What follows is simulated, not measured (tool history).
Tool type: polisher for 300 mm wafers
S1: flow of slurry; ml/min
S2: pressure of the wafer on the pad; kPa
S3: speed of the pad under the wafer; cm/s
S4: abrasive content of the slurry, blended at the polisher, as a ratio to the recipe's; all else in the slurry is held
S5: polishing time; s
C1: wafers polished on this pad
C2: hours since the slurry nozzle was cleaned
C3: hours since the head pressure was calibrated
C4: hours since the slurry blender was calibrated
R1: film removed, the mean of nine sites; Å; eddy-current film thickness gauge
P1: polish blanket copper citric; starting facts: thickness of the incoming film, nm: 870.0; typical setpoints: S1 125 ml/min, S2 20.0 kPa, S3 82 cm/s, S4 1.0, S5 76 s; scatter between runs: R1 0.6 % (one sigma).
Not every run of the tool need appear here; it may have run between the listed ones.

run    day   S1    S2   S3   S4   S5    C1     C2     C3     C4       R1
  1  0.279  125  20.0   82  1.0   76   370  490.3  136.4  217.2  1612.20
  2  0.575  175  24.8   82  1.0   76   428  497.4  143.5  224.3  2120.30
  3  0.762  125  20.0   82  1.0   47   465  501.9  148.0  228.8  1003.00
  4  1.104  125  20.0   44  1.0   76   533  510.1  156.2  237.0   892.47
  5  1.333  125  20.0   82  1.0  110   578  515.6  161.7  242.5  2325.20
  6  1.596  125  20.0   82  1.0   76   630  521.9  168.0  248.8  1613.50
  7  1.796  125  20.0   82  1.0   76   669  526.7  172.8  253.6  1615.40
  8  2.088  185  20.0   82  1.0   76   727  533.7  179.8  260.6  1736.00
  9  2.454  125  30.3   82  1.0   76   800  542.5  188.6  269.4  2446.80
 10  2.846  125  20.0   82  1.0   76   877  551.9  198.0  278.8  1626.90
 11  3.108  125   9.0   82  1.0   76   929  558.2  204.3  285.1   756.76
 12  3.467  125  20.0  110  1.0   76  1000  566.8  212.9  293.7  2168.30
 13  3.667  125  20.0   82  1.0   76  1039  571.6  217.7  298.5  1634.50
 14  3.967  125  20.0   82  1.0   76  1099  578.8  224.9  305.7  1610.80
     4.279  -- slurry blender recalibrated
 15  4.304  125  20.0   82  0.6   76  1165  586.9  233.0    0.6  1466.80
 16  4.617  125  20.0   82  1.4   76  1227  594.4  240.5    8.1  1763.90
 17  4.900   75  20.0   82  1.0   76  1283  601.2  247.3   14.9  1411.20
 18  5.154  125  20.0   82  1.0   76  1334  607.3  253.4   21.0  1619.80

Estimate the outcome of run 19 from the log above:
 19  5.483  125  20.0  82  1.0  76  1399  615.2  261.3  28.9   ?

R1: 1539.80 Å
